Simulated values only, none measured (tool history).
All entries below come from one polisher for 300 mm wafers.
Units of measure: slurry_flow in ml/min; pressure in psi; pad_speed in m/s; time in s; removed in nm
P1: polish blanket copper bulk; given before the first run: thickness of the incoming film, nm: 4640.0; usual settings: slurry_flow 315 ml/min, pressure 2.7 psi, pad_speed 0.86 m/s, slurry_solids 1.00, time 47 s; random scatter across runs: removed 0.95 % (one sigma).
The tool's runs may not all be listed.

| run | hour | slurry_flow | pressure | pad_speed | slurry_solids | time | removed |
|---|---|---|---|---|---|---|---|
| 1 | 4.2 | 315 | 2.7 | 0.86 | 1.00 | 47 | 324.49 |
| 2 | 10.6 | 315 | 2.7 | 1.22 | 1.00 | 47 | 463.95 |
| 3 | 14.3 | 420 | 2.7 | 0.86 | 1.00 | 47 | 331.50 |
|  | 20.4 | head pressure recalibrated |
| 4 | 20.4 | 315 | 2.7 | 0.86 | 1.00 | 47 | 324.38 |
| 5 | 27.3 | 315 | 1.7 | 0.86 | 1.00 | 47 | 203.26 |
| 6 | 32.0 | 315 | 2.7 | 0.86 | 1.00 | 47 | 326.60 |
| 7 | 39.1 | 315 | 2.7 | 0.86 | 1.00 | 72 | 493.07 |
| 8 | 45.2 | 455 | 2.7 | 1.16 | 1.00 | 47 | 450.47 |
| 9 | 51.3 | 315 | 2.7 | 0.86 | 1.00 | 21 | 143.71 |
| 10 | 57.5 | 315 | 2.7 | 0.86 | 0.60 | 47 | 290.75 |
| 11 | 62.8 | 315 | 3.7 | 0.86 | 1.00 | 63 | 592.90 |
| 12 | 69.1 | 315 | 2.7 | 0.86 | 1.00 | 47 | 322.55 |
| 13 | 75.2 | 315 | 2.7 | 0.86 | 1.00 | 47 | 330.13 |
| 14 | 79.8 | 190 | 2.7 | 0.86 | 1.00 | 47 | 302.21 |
| 15 | 83.9 | 315 | 4.0 | 0.86 | 1.00 | 47 | 478.58 |
|  | 84.9 | worn pad replaced by a new one |
| 16 | 89.9 | 315 | 2.7 | 0.48 | 1.00 | 47 | 179.96 |
| 17 | 93.7 | 315 | 2.7 | 0.86 | 1.00 | 47 | 322.62 |
| 18 | 97.4 | 315 | 2.7 | 0.86 | 1.25 | 47 | 341.54 |
| 19 | 101.9 | 315 | 2.7 | 0.86 | 1.00 | 47 | 323.25 |
| 20 | 106.1 | 315 | 2.7 | 0.86 | 1.00 | 47 | 319.57 |
| 21 | 110.7 | 315 | 2.7 | 0.86 | 1.00 | 47 | 316.76 |
| 22 | 116.7 | 315 | 2.7 | 0.86 | 1.00 | 47 | 313.32 |
| 23 | 120.0 | 315 | 2.7 | 0.86 | 1.00 | 47 | 311.11 |
| 24 | 127.1 | 315 | 2.7 | 0.86 | 1.00 | 47 | 308.24 |
| 25 | 133.1 | 315 | 2.7 | 0.86 | 1.00 | 47 | 305.93 |
|  | 138.3 | slurry blender recalibrated |
| 26 | 139.4 | 315 | 2.7 | 0.86 | 1.00 | 47 | 307.33 |
|  | 140.6 | worn pad replaced by a new one |
| 27 | 145.3 | 315 | 2.7 | 0.86 | 1.00 | 47 | 306.16 |
| 28 | 150.4 | 315 | 2.7 | 0.86 | 1.00 | 47 | 310.31 |
| 29 | 157.7 | 315 | 2.7 | 0.86 | 1.00 | 47 | 307.66 |
| 30 | 164.3 | 315 | 2.7 | 0.86 | 1.00 | 47 | 307.46 |

The log shows P1 creeping away from where it was. Any of the 2 causes listed here, at the size stated for it, fits the log just as well as the others:
A: slurry flow missing at the pad, % = 38.8
B: head's pressure below its setpoint, % = 5.18
The process output started creeping at around hour 101.9.
What rules out each remaining cause:
removal rate lost through wear of the pad, %: serviced after onset, at hour 140.6, with no recovery of the prior output
abrasive missing from the slurry, %: serviced after onset, at hour 138.3, with no recovery of the prior output

The list below offers 4 check runs, each averaging the results of 5 wafers, and shows each result as a question mark. For which of them would the listed causes give clearly different results?
| check 1 | 170.9 | 315 | 1.8 | 0.86 | 1.00 | 47 | ? |
| check 2 | 170.9 | 190 | 2.7 | 0.86 | 1.00 | 47 | ? |
| check 3 | 170.9 | 315 | 3.3 | 0.86 | 0.60 | 47 | ? |
| check 4 | 170.9 | 315 | 2.7 | 0.48 | 1.00 | 47 | ? |

How each check would come out, cause by cause:
| check | result | if A | if B |
|---|---|---|---|
| check 1 | removed | 205.07 | 205.08 |
| check 2 | removed | 281.86 | 291.10 |
| check 3 | removed | 338.13 | 338.13 |
| check 4 | removed | 171.69 | 171.69 |
How far apart the two closest causes lie, in the result that separates them most: check 1 0 %; check 2 3.23 %; check 3 0 %; check 4 0 %
Check 2 is the one run that separates the causes; every other check would come out nearly the same whichever cause is at work.

Here is what check 2 returned: removed 291.99 nm. Which cause is it?

B is the cause: head's pressure below its setpoint, %.

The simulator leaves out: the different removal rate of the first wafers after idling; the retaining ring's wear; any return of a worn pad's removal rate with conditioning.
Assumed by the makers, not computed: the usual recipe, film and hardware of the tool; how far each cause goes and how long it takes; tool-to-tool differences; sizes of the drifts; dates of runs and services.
